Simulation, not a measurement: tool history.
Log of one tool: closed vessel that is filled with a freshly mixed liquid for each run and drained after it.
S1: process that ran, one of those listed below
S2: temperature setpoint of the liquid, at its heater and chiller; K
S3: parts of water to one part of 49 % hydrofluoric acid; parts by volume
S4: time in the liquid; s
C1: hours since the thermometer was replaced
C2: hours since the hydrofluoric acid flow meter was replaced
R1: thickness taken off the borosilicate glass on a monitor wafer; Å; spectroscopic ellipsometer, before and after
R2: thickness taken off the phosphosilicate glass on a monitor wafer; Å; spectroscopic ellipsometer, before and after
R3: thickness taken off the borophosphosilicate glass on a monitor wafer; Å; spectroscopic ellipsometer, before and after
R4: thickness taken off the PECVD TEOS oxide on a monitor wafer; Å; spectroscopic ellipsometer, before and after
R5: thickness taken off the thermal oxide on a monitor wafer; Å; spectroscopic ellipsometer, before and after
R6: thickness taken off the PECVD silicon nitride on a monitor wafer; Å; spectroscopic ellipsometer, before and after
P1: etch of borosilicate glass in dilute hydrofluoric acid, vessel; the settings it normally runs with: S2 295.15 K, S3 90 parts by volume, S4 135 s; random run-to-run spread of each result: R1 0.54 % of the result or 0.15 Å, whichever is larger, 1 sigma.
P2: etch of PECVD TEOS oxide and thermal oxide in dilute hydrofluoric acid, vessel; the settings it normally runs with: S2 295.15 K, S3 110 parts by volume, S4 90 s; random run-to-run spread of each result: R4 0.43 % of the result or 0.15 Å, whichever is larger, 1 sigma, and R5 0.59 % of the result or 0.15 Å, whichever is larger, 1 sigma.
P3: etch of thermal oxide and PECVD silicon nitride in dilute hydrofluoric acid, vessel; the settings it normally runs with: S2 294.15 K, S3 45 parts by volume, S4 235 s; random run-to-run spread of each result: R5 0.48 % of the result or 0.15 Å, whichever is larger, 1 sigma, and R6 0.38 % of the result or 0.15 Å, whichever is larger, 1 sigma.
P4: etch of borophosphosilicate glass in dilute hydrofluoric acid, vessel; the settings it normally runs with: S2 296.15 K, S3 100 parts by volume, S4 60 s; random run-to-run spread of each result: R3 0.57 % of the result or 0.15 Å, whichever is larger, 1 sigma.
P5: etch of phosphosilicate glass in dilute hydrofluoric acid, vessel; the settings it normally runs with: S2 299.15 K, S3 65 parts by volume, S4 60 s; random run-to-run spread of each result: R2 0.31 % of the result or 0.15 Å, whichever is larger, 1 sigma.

Run 1, hour 4.1: S1 P1, S2 295.15 K, S3 90 parts by volume, S4 135 s; C1 386.3; C2 411. Result: R1 485.67 Å.
Run 2, hour 8.4: S1 P1, S2 295.15 K, S3 90 parts by volume, S4 135 s; C1 390.6; C2 415.3. Result: R1 489.76 Å.
Run 3, hour 11.7: S1 P1, S2 295.15 K, S3 90 parts by volume, S4 205 s; C1 393.9; C2 418.6. Result: R1 738.02 Å.
Run 4, hour 13.9: S1 P1, S2 295.15 K, S3 90 parts by volume, S4 135 s; C1 396.1; C2 420.8. Result: R1 488 Å.
Run 5, hour 16.3: S1 P5, S2 305.15 K, S3 65 parts by volume, S4 60 s; C1 398.5; C2 423.2. Result: R2 2597.2 Å.
Run 6, hour 18.3: S1 P1, S2 295.15 K, S3 90 parts by volume, S4 135 s; C1 400.5; C2 425.2. Result: R1 487.32 Å.
Run 7, hour 20.7: S1 P4, S2 296.15 K, S3 30 parts by volume, S4 60 s; C1 402.9; C2 427.6. Result: R3 1053.8 Å.
Run 8, hour 24.7: S1 P1, S2 295.15 K, S3 160 parts by volume, S4 135 s; C1 406.9; C2 431.6. Result: R1 250.41 Å.
Run 9, hour 28.7: S1 P5, S2 299.15 K, S3 65 parts by volume, S4 90 s; C1 410.9; C2 435.6. Result: R2 3077.5 Å.
Run 10, hour 33.1: S1 P5, S2 299.15 K, S3 65 parts by volume, S4 60 s; C1 415.3; C2 440. Result: R2 2055.9 Å.
Run 11, hour 36.4: S1 P2, S2 295.15 K, S3 110 parts by volume, S4 90 s; C1 418.6; C2 443.3. Result: R4 82.117 Å, R5 34.989 Å.
Run 12, hour 38.4: S1 P1, S2 295.15 K, S3 90 parts by volume, S4 30 s; C1 420.6; C2 445.3. Result: R1 108.08 Å.
Run 13, hour 41.2: S1 P3, S2 294.15 K, S3 45 parts by volume, S4 360 s; C1 423.4; C2 448.1. Result: R5 362.02 Å, R6 273.38 Å.
Run 14, hour 43.5: S1 P2, S2 300.65 K, S3 110 parts by volume, S4 90 s; C1 425.7; C2 450.4. Result: R4 102.62 Å, R5 43.352 Å.
Run 15, hour 47.5: S1 P4, S2 291.15 K, S3 100 parts by volume, S4 60 s; C1 429.7; C2 454.4. Result: R3 239.97 Å.
Run 16, hour 50.9: S1 P1, S2 295.15 K, S3 45 parts by volume, S4 135 s; C1 433.1; C2 457.8. Result: R1 1021.7 Å.
Run 17, hour 54.9: S1 P1, S2 295.15 K, S3 90 parts by volume, S4 135 s; C1 437.1; C2 461.8. Result: R1 487.84 Å.
Run 18, hour 59.2: S1 P1, S2 295.15 K, S3 145 parts by volume, S4 60 s; C1 441.4; C2 466.1. Result: R1 126.38 Å.
Run 19, hour 62: S1 P1, S2 295.15 K, S3 90 parts by volume, S4 135 s; C1 444.2; C2 468.9. Result: R1 484.26 Å.
Run 20, hour 64.2: S1 P1, S2 300.65 K, S3 90 parts by volume, S4 135 s; C1 446.4; C2 471.1. Result: R1 610.39 Å.
Run 21, hour 67.2: S1 P3, S2 294.15 K, S3 45 parts by volume, S4 235 s; C1 449.4; C2 474.1. Result: R5 235.48 Å, R6 178.63 Å.
Run 22, hour 70.8: S1 P3, S2 301.65 K, S3 45 parts by volume, S4 235 s; C1 453; C2 477.7. Result: R5 322 Å, R6 296.79 Å.
Run 23, hour 75: S1 P1, S2 290.15 K, S3 90 parts by volume, S4 135 s; C1 457.2; C2 481.9. Result: R1 395.56 Å.
Run 24, hour 78.6: S1 P2, S2 295.15 K, S3 60 parts by volume, S4 90 s; C1 460.8; C2 485.5. Result: R4 160.43 Å, R5 68.263 Å.
Run 25, hour 83: S1 P2, S2 295.15 K, S3 110 parts by volume, S4 30 s; C1 465.2; C2 489.9. Result: R4 27.585 Å, R5 11.706 Å.
Run 26, hour 86.6: S1 P3, S2 294.15 K, S3 20 parts by volume, S4 235 s; C1 468.8; C2 493.5. Result: R5 545.46 Å, R6 390.43 Å.
Run 27, hour 89.2: S1 P1, S2 290.15 K, S3 55 parts by volume, S4 135 s; C1 471.4; C2 496.1. Result: R1 674.53 Å.
Run 28, hour 92.5: S1 P4, S2 296.15 K, S3 100 parts by volume, S4 60 s; C1 474.7; C2 499.4. Result: R3 288.56 Å.
Run 29, hour 94.6: S1 P5, S2 299.15 K, S3 100 parts by volume, S4 60 s; C1 476.8; C2 501.5. Result: R2 1273.3 Å.
Run 30, hour 97.5: S1 P4, S2 296.15 K, S3 100 parts by volume, S4 120 s; C1 479.7; C2 504.4. Result: R3 584.46 Å.
Run 31, hour 100.7: S1 P1, S2 295.15 K, S3 90 parts by volume, S4 135 s; C1 482.9; C2 507.6. Result: R1 483.86 Å.
Run 32, hour 103.4: S1 P1, S2 295.15 K, S3 90 parts by volume, S4 135 s; C1 485.6; C2 510.3. Result: R1 475.29 Å.
Run 33, hour 106.2: S1 P1, S2 295.15 K, S3 90 parts by volume, S4 135 s; C1 488.4; C2 513.1. Result: R1 469.33 Å.
Run 34, hour 108.5: S1 P1, S2 295.15 K, S3 90 parts by volume, S4 135 s; C1 490.7; C2 515.4. Result: R1 464.44 Å.
Run 35, hour 110.6: S1 P1, S2 295.15 K, S3 90 parts by volume, S4 135 s; C1 492.8; C2 517.5. Result: R1 462.74 Å.
Run 36, hour 113.2: S1 P1, S2 295.15 K, S3 90 parts by volume, S4 135 s; C1 495.4; C2 520.1. Result: R1 460.61 Å.
Run 37, hour 117: S1 P1, S2 295.15 K, S3 90 parts by volume, S4 135 s; C1 499.2; C2 523.9. Result: R1 459.34 Å.
Run 38, hour 121.2: S1 P1, S2 295.15 K, S3 90 parts by volume, S4 135 s; C1 503.4; C2 528.1. Result: R1 460.28 Å.
Run 39, hour 123.3: S1 P1, S2 295.15 K, S3 90 parts by volume, S4 135 s; C1 505.5; C2 530.2. Result: R1 461.1 Å.

The log shows P1 creeping away from where it was. Any of the 2 causes listed here, at the size stated for it, fits the log just as well as the others:
A: hydrofluoric acid flow below the setpoint (%) = 5.17
B: liquid colder than its thermometer reads (K) = 1.45
The onset of the drift is placed at about hour 100.7.

Which of the 4 check runs listed below separates the causes, so that each cause would produce a clearly different result? Each run uses one wafer, and its results are marked with question marks.
Run check 1, hour 125.4: S1 P2, S2 295.15 K, S3 110 parts by volume, S4 90 s. Result: R4 ?, R5 ?.
Run check 2, hour 125.4: S1 P4, S2 296.15 K, S3 100 parts by volume, S4 60 s. Result: R3 ?.
Run check 3, hour 125.4: S1 P5, S2 299.15 K, S3 65 parts by volume, S4 60 s. Result: R2 ?.
Run check 4, hour 125.4: S1 P3, S2 294.15 K, S3 45 parts by volume, S4 235 s. Result: R5 ?, R6 ?.

If the cause were each of the candidates in turn, the checks would give the following:
  check  result    if A    if B
check 1      R4  77.373  77.491
check 1      R5  32.906  32.955
check 2      R3  274.33  274.67
check 3      R2  1933.4  1932.4
check 4      R5  223.28  222.02
check 4      R6  169.29  161.16
Smallest distance between any two causes, each pair judged by its most separating result, in per cent: check 1 0.15 %; check 2 0.12 %; check 3 0.05 %; check 4 4.92 %
The other checks would show nearly matching results whichever cause is true, so check 4 is the only one that separates the causes.

With check 4 done, the readings were: R5 222.84 Å; R6 161.01 Å. Identify which of the listed causes applies.

Of the candidate causes, it is B: liquid colder than its thermometer reads (K).
